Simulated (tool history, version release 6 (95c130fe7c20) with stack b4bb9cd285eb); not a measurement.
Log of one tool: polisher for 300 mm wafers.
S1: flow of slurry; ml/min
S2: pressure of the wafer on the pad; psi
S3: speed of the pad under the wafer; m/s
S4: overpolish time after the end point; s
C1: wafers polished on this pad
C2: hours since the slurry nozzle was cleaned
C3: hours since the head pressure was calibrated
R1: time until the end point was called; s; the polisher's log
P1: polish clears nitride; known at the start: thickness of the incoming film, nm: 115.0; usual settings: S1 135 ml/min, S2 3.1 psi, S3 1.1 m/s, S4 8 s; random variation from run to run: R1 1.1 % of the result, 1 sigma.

{"run": 1, "hour": 3.0, "S1": 135, "S2": 3.1, "S3": 1.1, "S4": 8, "C1": 125, "C2": 48.5, "C3": 765.6, "R1": 122.1}
{"run": 2, "hour": 6.5, "S1": 135, "S2": 3.1, "S3": 1.48, "S4": 8, "C1": 157, "C2": 52, "C3": 769.1, "R1": 89.985}
{"run": 3, "hour": 10.5, "S1": 135, "S2": 3.1, "S3": 1.1, "S4": 8, "C1": 195, "C2": 56, "C3": 773.1, "R1": 124.78}
{"run": 4, "hour": 14.7, "S1": 135, "S2": 3.1, "S3": 0.66, "S4": 8, "C1": 234, "C2": 60.2, "C3": 777.3, "R1": 208.85}
{"run": 5, "hour": 17.9, "S1": 135, "S2": 4.5, "S3": 1.1, "S4": 8, "C1": 264, "C2": 63.4, "C3": 780.5, "R1": 86.037}
{"run": 6, "hour": 23.6, "S1": 135, "S2": 1.7, "S3": 1.1, "S4": 8, "C1": 317, "C2": 69.1, "C3": 786.2, "R1": 229.23}
{"run": 7, "hour": 26.6, "S1": 195, "S2": 3.1, "S3": 1.1, "S4": 8, "C1": 345, "C2": 72.1, "C3": 789.2, "R1": 118.4}
{"run": 8, "hour": 29.9, "S1": 80, "S2": 3.1, "S3": 1.1, "S4": 8, "C1": 376, "C2": 75.4, "C3": 792.5, "R1": 143.94}
{"run": 9, "hour": 34.8, "S1": 135, "S2": 3.1, "S3": 1.1, "S4": 8, "C1": 421, "C2": 80.3, "C3": 797.4, "R1": 121.84}
{"run": 10, "hour": 40.3, "S1": 135, "S2": 3.1, "S3": 1.1, "S4": 2, "C1": 473, "C2": 85.8, "C3": 802.9, "R1": 121.77}
{"run": 11, "hour": 43.3, "S1": 135, "S2": 3.1, "S3": 1.1, "S4": 15, "C1": 501, "C2": 88.8, "C3": 805.9, "R1": 124.04}
{"run": 12, "hour": 47.7, "S1": 135, "S2": 3.1, "S3": 0.54, "S4": 2, "C1": 542, "C2": 93.2, "C3": 810.3, "R1": 255.62}
{"run": 13, "hour": 50.4, "S1": 135, "S2": 3.1, "S3": 1.1, "S4": 8, "C1": 567, "C2": 95.9, "C3": 813, "R1": 124.04}
{"run": 14, "hour": 53.8, "S1": 135, "S2": 3.1, "S3": 1.1, "S4": 8, "C1": 599, "C2": 99.3, "C3": 816.4, "R1": 122.87}
{"run": 15, "hour": 56.9, "S1": 135, "S2": 3.1, "S3": 1.1, "S4": 8, "C1": 628, "C2": 102.4, "C3": 819.5, "R1": 127.58}
{"run": 16, "hour": 62.3, "S1": 135, "S2": 3.1, "S3": 1.1, "S4": 8, "C1": 678, "C2": 107.8, "C3": 824.9, "R1": 133.27}
{"run": 17, "hour": 66.7, "S1": 135, "S2": 3.1, "S3": 1.1, "S4": 8, "C1": 719, "C2": 112.2, "C3": 829.3, "R1": 133.6}
{"run": 18, "hour": 70.0, "S1": 135, "S2": 3.1, "S3": 1.1, "S4": 8, "C1": 750, "C2": 115.5, "C3": 832.6, "R1": 136.86}
{"hour": 70.9, "done": "head pressure recalibrated"}
{"run": 19, "hour": 73.4, "S1": 135, "S2": 3.1, "S3": 1.1, "S4": 8, "C1": 782, "C2": 118.9, "C3": 2.6, "R1": 135.54}
{"run": 20, "hour": 77.8, "S1": 135, "S2": 3.1, "S3": 1.1, "S4": 8, "C1": 823, "C2": 123.3, "C3": 7, "R1": 134.91}
{"run": 21, "hour": 83.1, "S1": 135, "S2": 3.1, "S3": 1.1, "S4": 8, "C1": 872, "C2": 128.6, "C3": 12.3, "R1": 135.54}
{"run": 22, "hour": 88.3, "S1": 135, "S2": 3.1, "S3": 1.1, "S4": 8, "C1": 921, "C2": 133.8, "C3": 17.5, "R1": 136.34}
{"run": 23, "hour": 91.3, "S1": 135, "S2": 3.1, "S3": 1.1, "S4": 8, "C1": 949, "C2": 136.8, "C3": 20.5, "R1": 137.05}
{"run": 24, "hour": 93.8, "S1": 135, "S2": 3.1, "S3": 1.1, "S4": 8, "C1": 972, "C2": 139.3, "C3": 23, "R1": 138.92}

What P1 gives has crept away from where it was. These 2 causes fit the log equally well, each at the size given:
A: removal rate lost through wear of the pad, % = 9.11
B: slurry flow missing at the pad, % = 34
The creep began at about hour 53.8.
Why every other cause is out:
head's pressure below its setpoint, %: serviced at hour 70.9, which brought nothing back

4 check runs are offered, each on 3 wafers whose results are averaged, their results left as question marks. Which one tells the causes apart?
{"run": "check 1", "hour": 96.3, "S1": 85, "S2": 3.1, "S3": 1.1, "S4": 8, "R1": "?"}
{"run": "check 2", "hour": 96.3, "S1": 135, "S2": 3.1, "S3": 1.1, "S4": 13, "R1": "?"}
{"run": "check 3", "hour": 96.3, "S1": 135, "S2": 3.1, "S3": 1.1, "S4": 2, "R1": "?"}
{"run": "check 4", "hour": 96.3, "S1": 135, "S2": 2.3, "S3": 0.7, "S4": 8, "R1": "?"}

What each check would give under each cause:
check=check_1 result=R1 if_A=152.56 if_B=159.81
check=check_2 result=R1 if_A=136.88 if_B=136.85
check=check_3 result=R1 if_A=136.88 if_B=136.85
check=check_4 result=R1 if_A=289.91 if_B=289.85
How far apart the two closest causes lie, in the result that separates them most: check 1 4.64 %; check 2 0.02 %; check 3 0.02 %; check 4 0.02 %
Only check 1 tells the causes apart: in the others they would give nearly the same result.

Check 1 was then run and gave: R1 152.19 s. Which cause is it?

It is A: removal rate lost through wear of the pad, %.

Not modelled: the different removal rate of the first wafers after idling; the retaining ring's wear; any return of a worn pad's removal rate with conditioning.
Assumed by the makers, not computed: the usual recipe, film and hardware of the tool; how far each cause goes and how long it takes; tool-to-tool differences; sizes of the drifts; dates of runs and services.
